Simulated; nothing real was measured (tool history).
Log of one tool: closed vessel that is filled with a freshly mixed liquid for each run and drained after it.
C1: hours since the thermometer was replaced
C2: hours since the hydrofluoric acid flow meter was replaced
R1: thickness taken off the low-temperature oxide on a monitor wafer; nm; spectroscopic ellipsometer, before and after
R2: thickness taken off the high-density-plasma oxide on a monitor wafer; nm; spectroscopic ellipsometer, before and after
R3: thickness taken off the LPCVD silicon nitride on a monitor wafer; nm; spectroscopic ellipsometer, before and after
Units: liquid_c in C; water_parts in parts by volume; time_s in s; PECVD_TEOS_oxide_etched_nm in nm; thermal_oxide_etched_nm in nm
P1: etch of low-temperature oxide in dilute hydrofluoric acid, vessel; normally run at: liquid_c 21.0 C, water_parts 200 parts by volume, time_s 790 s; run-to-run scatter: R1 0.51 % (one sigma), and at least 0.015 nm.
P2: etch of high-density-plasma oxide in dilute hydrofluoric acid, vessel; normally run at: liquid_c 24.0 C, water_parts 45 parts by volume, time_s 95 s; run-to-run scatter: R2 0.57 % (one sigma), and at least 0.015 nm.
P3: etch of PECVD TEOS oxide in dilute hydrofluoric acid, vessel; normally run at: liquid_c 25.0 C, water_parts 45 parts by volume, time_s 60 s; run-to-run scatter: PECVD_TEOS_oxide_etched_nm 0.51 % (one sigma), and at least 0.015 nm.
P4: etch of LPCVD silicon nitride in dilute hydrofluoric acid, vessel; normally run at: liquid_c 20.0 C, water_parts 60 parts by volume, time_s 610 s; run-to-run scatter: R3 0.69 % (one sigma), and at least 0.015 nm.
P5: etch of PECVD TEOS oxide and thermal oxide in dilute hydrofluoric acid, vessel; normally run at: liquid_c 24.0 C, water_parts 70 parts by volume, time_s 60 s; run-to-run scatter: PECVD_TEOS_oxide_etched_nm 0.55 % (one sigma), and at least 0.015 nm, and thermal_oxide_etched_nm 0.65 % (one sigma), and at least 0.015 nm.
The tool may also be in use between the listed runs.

Run 1, day 0.692: process P1, liquid_c 21.0 C, water_parts 200 parts by volume, time_s 790 s; C1 1822.9; C2 1583.0. Result: R1 60.495 nm.
Run 2, day 1.254: process P1, liquid_c 21.0 C, water_parts 200 parts by volume, time_s 790 s; C1 1836.4; C2 1596.5. Result: R1 60.315 nm.
Run 3, day 1.975: process P1, liquid_c 17.0 C, water_parts 285 parts by volume, time_s 790 s; C1 1853.7; C2 1613.8. Result: R1 33.725 nm.
Run 4, day 2.675: process P2, liquid_c 30.5 C, water_parts 45 parts by volume, time_s 95 s; C1 1870.5; C2 1630.6. Result: R2 21.263 nm.
Run 5, day 3.462: process P4, liquid_c 20.0 C, water_parts 20 parts by volume, time_s 610 s; C1 1889.4; C2 1649.5. Result: R3 11.70500 nm.
At day 3.567: hydrofluoric acid flow meter replaced.
Run 6, day 3.962: process P1, liquid_c 21.0 C, water_parts 55 parts by volume, time_s 790 s; C1 1901.4; C2 9.6. Result: R1 255.970 nm.
Run 7, day 4.621: process P5, liquid_c 32.0 C, water_parts 70 parts by volume, time_s 60 s; C1 1917.2; C2 25.4. Result: PECVD_TEOS_oxide_etched_nm 24.6700 nm, thermal_oxide_etched_nm 6.1401 nm.
Run 8, day 5.146: process P1, liquid_c 21.0 C, water_parts 200 parts by volume, time_s 1270 s; C1 1929.8; C2 38.0. Result: R1 96.747 nm.
Run 9, day 5.617: process P3, liquid_c 25.0 C, water_parts 75 parts by volume, time_s 60 s; C1 1941.1; C2 49.3. Result: PECVD_TEOS_oxide_etched_nm 8.4140 nm.
Run 10, day 6.058: process P2, liquid_c 24.0 C, water_parts 45 parts by volume, time_s 145 s; C1 1951.7; C2 59.9. Result: R2 25.112 nm.
Run 11, day 6.642: process P3, liquid_c 25.0 C, water_parts 45 parts by volume, time_s 60 s; C1 1965.7; C2 73.9. Result: PECVD_TEOS_oxide_etched_nm 14.5450 nm.
Run 12, day 7.200: process P3, liquid_c 25.0 C, water_parts 45 parts by volume, time_s 60 s; C1 1979.1; C2 87.3. Result: PECVD_TEOS_oxide_etched_nm 14.7340 nm.
Run 13, day 7.988: process P1, liquid_c 24.5 C, water_parts 200 parts by volume, time_s 790 s; C1 1998.0; C2 106.2. Result: R1 68.802 nm.
Run 14, day 8.404: process P1, liquid_c 17.0 C, water_parts 200 parts by volume, time_s 790 s; C1 2008.0; C2 116.2. Result: R1 51.352 nm.
Run 15, day 9.150: process P3, liquid_c 25.0 C, water_parts 45 parts by volume, time_s 30 s; C1 2025.9; C2 134.1. Result: PECVD_TEOS_oxide_etched_nm 7.3833 nm.
Run 16, day 9.529: process P3, liquid_c 18.5 C, water_parts 45 parts by volume, time_s 60 s; C1 2035.0; C2 143.2. Result: PECVD_TEOS_oxide_etched_nm 11.2440 nm.
Run 17, day 10.238: process P4, liquid_c 20.0 C, water_parts 60 parts by volume, time_s 610 s; C1 2052.0; C2 160.2. Result: R3 4.02970 nm.
Run 18, day 10.600: process P1, liquid_c 21.0 C, water_parts 200 parts by volume, time_s 790 s; C1 2060.7; C2 168.9. Result: R1 60.174 nm.
Run 19, day 11.288: process P5, liquid_c 24.0 C, water_parts 95 parts by volume, time_s 60 s; C1 2077.2; C2 185.4. Result: PECVD_TEOS_oxide_etched_nm 12.7140 nm, thermal_oxide_etched_nm 3.2401 nm.
Run 20, day 12.050: process P1, liquid_c 21.0 C, water_parts 330 parts by volume, time_s 790 s; C1 2095.5; C2 203.7. Result: R1 32.550 nm.
Run 21, day 12.654: process P5, liquid_c 24.0 C, water_parts 70 parts by volume, time_s 60 s; C1 2110.0; C2 218.2. Result: PECVD_TEOS_oxide_etched_nm 18.2030 nm, thermal_oxide_etched_nm 4.5288 nm.
Run 22, day 13.008: process P2, liquid_c 24.0 C, water_parts 45 parts by volume, time_s 95 s; C1 2118.5; C2 226.7. Result: R2 16.409 nm.
Run 23, day 13.733: process P4, liquid_c 20.0 C, water_parts 60 parts by volume, time_s 95 s; C1 2135.9; C2 244.1. Result: R3 0.60509 nm.
Run 24, day 14.342: process P5, liquid_c 24.0 C, water_parts 70 parts by volume, time_s 110 s; C1 2150.5; C2 258.7. Result: PECVD_TEOS_oxide_etched_nm 33.2420 nm, thermal_oxide_etched_nm 8.2943 nm.

Forecast run 25:
Run 25, day 14.688: process P5, liquid_c 24.0 C, water_parts 70 parts by volume, time_s 60 s; C1 2158.8; C2 267.0. Result: PECVD_TEOS_oxide_etched_nm ?, thermal_oxide_etched_nm ?.

PECVD_TEOS_oxide_etched_nm: 18.2000 nm
thermal_oxide_etched_nm: 4.5606 nm

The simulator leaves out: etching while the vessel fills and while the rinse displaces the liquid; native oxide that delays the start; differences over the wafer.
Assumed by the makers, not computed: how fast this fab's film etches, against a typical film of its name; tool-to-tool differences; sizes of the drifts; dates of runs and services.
